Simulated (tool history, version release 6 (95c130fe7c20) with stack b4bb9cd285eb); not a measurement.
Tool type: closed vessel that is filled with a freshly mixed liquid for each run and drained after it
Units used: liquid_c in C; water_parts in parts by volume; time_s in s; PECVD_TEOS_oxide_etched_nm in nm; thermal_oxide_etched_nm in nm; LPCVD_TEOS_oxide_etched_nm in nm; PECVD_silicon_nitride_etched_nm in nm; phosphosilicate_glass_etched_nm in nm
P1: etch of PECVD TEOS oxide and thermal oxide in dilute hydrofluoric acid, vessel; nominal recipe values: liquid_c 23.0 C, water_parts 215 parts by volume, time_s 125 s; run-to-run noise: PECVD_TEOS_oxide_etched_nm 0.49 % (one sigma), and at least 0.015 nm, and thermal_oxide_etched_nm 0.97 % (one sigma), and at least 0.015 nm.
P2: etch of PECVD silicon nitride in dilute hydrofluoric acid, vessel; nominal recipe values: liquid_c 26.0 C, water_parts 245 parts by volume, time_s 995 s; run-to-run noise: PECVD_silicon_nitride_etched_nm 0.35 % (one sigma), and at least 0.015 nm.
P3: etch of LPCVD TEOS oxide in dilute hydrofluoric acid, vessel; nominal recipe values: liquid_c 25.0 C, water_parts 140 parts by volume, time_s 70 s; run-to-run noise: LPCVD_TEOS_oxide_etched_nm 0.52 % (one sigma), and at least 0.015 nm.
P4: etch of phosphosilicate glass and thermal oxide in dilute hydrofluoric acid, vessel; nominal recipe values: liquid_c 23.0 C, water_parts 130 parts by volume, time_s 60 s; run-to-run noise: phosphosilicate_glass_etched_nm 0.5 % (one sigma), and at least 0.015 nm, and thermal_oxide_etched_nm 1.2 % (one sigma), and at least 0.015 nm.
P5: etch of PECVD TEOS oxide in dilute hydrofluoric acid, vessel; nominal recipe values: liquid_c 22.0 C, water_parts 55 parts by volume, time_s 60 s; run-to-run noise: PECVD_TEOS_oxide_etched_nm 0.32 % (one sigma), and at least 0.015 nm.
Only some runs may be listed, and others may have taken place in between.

run   hour  process  liquid_c  water_parts  time_s  PECVD_TEOS_oxide_etched_nm  thermal_oxide_etched_nm  LPCVD_TEOS_oxide_etched_nm  PECVD_silicon_nitride_etched_nm  phosphosilicate_glass_etched_nm
  1    2.9       P1      23.0          215     125                      8.0788                   2.2719
  2    5.8       P1      23.0          215     125                      8.0327                   2.3631
  3   10.3       P1      23.0          125     125                     15.4300                   4.3096
  4   12.4       P1      23.0          215     245                     15.8800                   4.5769
  5   15.6       P1      23.0          215      70                      4.5437                   1.2811
  6   18.3       P3      25.0          195      70                                                                           13.082
  7   21.4       P2      26.0          385     995                                                                                                            8.3901
  8   24.0       P5      22.0          100      60                      5.5531
  9   28.0       P1      23.0          215     125                      8.1326                   2.3303
 10   31.4       P1      23.0          215     125                      8.0630                   2.2976
 11   34.0       P5      22.0           55      60                     10.6880
 12   36.6       P2      33.0          245     995                                                                                                           20.0630
 13   41.2       P1      17.5          125     125                     12.3360                   3.4876
 14   45.2       P5      28.0           55      60                     13.5770
 15   49.6       P3      25.0          140     135                                                                           37.211
 16   51.7       P1      19.0          215     125                      6.8691                   2.0000
 17   55.3       P4      23.0          130      60                                               1.9128                                                                                        34.124
 18   57.6       P1      17.0          310     125                      4.0662                   1.1894
 19   62.1       P4      23.0          130     115                                               3.7064                                                                                        64.176
 20   64.7       P3      25.0          140      70                                                                           19.536
 21   68.6       P2      26.0          245    1760                                                                                                           23.4620
 22   73.2       P4      31.5          130      60                                               2.7073                                                                                        46.133
 23   76.8       P1      23.0          360     125                      4.2215                   1.2136
 24   79.0       P3      17.5          140      70                                                                           14.334
 25   81.5       P2      26.0          245     995                                                                                                           13.2780
 26   85.5       P4      23.0          130      60                                               1.9727                                                                                        33.649
 27   89.1       P1      28.5          215     125                      9.8212                   2.8721
 28   93.3       P4      23.0           75      60                                               3.5012                                                                                        62.310
 29   95.8       P5      22.0           55      60                     10.6450
 30   98.5       P3      25.0          140      70                                                                           19.543
 31  102.2       P2      26.0          245     995                                                                                                           13.2390
 32  104.4       P5      22.0           55      30                      5.2964
 33  107.9       P1      23.0          215     125                      8.0963                   2.2775
 34  110.5       P1      23.0          215     125                      8.2529                   2.3719
 35  114.7       P1      23.0          215     125                      8.3514                   2.4114
 36  117.3       P1      23.0          215     125                      8.3879                   2.4049
 37  120.6       P1      23.0          215     125                      8.4669                   2.4387
 38  123.2       P1      23.0          215     125                      8.4086                   2.4304
 39  126.5       P1      23.0          215     125                      8.5038                   2.4638
 40  130.3       P1      23.0          215     125                      8.5447                   2.4397
 41  134.2       P1      23.0          215     125                      8.4941                   2.4962
 42  136.6       P1      23.0          215     125                      8.5242                   2.4698

Something has made what P1 gives creep away from where it was; the 2 causes below, each at its own stated size, fit the log equally well:
A: hydrofluoric acid flow above the setpoint (%) = 4.61
B: liquid hotter than its thermometer reads (K) = 1.5
Creep in the process output first set in at about hour 107.9.

4 check runs are offered, one wafer each, their results left as question marks. Which one tells the causes apart?
check 1  139.0       P3      25.0          195     125                                                                                ?
check 2  139.0       P4      31.0          130     105                                                    ?                                                                                             ?
check 3  139.0       P5      25.5           95      60                           ?
check 4  139.0       P2      32.0          245    1740                                                                                                                 ?

Outcome of each check run for each possible cause:
  check                           result     if A     if B
check 1       LPCVD_TEOS_oxide_etched_nm   24.741   24.740
check 2          thermal_oxide_etched_nm   4.8216   4.8257
check 2  phosphosilicate_glass_etched_nm   84.113   84.184
check 3       PECVD_TEOS_oxide_etched_nm   7.0909   7.1475
check 4  PECVD_silicon_nitride_etched_nm  34.6600  36.0400
Distance between the nearest two causes, measured in the result of the check that separates them most: check 1 0 %; check 2 0.08 %; check 3 0.79 %; check 4 3.9 %
Check 4 is the one run that separates the causes; every other check would come out nearly the same whichever cause is at work.

With check 4 done, the readings were: PECVD_silicon_nitride_etched_nm 36.2370 nm. Identify which of the listed causes applies.

B is the cause: liquid hotter than its thermometer reads (K).
